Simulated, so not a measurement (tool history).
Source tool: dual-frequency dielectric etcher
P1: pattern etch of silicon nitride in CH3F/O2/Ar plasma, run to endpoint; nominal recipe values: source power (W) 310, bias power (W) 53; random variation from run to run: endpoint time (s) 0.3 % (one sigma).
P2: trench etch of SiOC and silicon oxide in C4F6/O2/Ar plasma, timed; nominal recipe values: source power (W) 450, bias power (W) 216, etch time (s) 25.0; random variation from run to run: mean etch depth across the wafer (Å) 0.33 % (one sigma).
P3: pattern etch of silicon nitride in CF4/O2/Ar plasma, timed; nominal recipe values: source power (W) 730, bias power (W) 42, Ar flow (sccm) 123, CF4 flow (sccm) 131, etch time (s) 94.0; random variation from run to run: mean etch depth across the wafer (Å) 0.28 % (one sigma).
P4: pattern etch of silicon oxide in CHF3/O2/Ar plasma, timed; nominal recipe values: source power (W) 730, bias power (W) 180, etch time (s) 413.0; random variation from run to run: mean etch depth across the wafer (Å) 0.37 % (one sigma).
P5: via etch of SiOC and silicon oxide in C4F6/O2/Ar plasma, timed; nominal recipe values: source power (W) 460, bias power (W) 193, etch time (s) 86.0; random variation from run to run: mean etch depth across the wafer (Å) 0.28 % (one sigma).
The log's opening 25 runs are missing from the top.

run	day	process that ran	source power (W)	bias power (W)	etch time (s)	Ar flow (sccm)	CF4 flow (sccm)	hours since the last wet clean	hours since the last source power generator calibration	hours since the last bias power generator calibration	endpoint time (s)	mean etch depth across the wafer (Å)
26	4.488	P1	310	53				426.8	972.1	2744.5	96.576	
27	4.654	P1	310	43				430.8	976.1	2748.5	104.000	
28	4.838	P5	460	193	47.5			435.2	980.5	2752.9		574.75
29	5.008	P1	310	53				439.3	984.6	2757.0	97.230	
30	5.162	P3	730	42	141.0	123	131	443.0	988.3	2760.7		3599.90
31	5.325	P1	310	53				446.9	992.2	2764.6	97.161	
32	5.512	P1	310	53				451.4	996.7	2769.1	97.885	
33	5.675	P1	310	53				455.3	1000.6	2773.0	98.335	
34	5.883	P1	310	53				460.3	1005.6	2778.0	98.367	

Run 35 comes next. What will it give?
35	6.104	P1	310	53				465.6	1010.9	2783.3	?	

endpoint time (s): 98.668
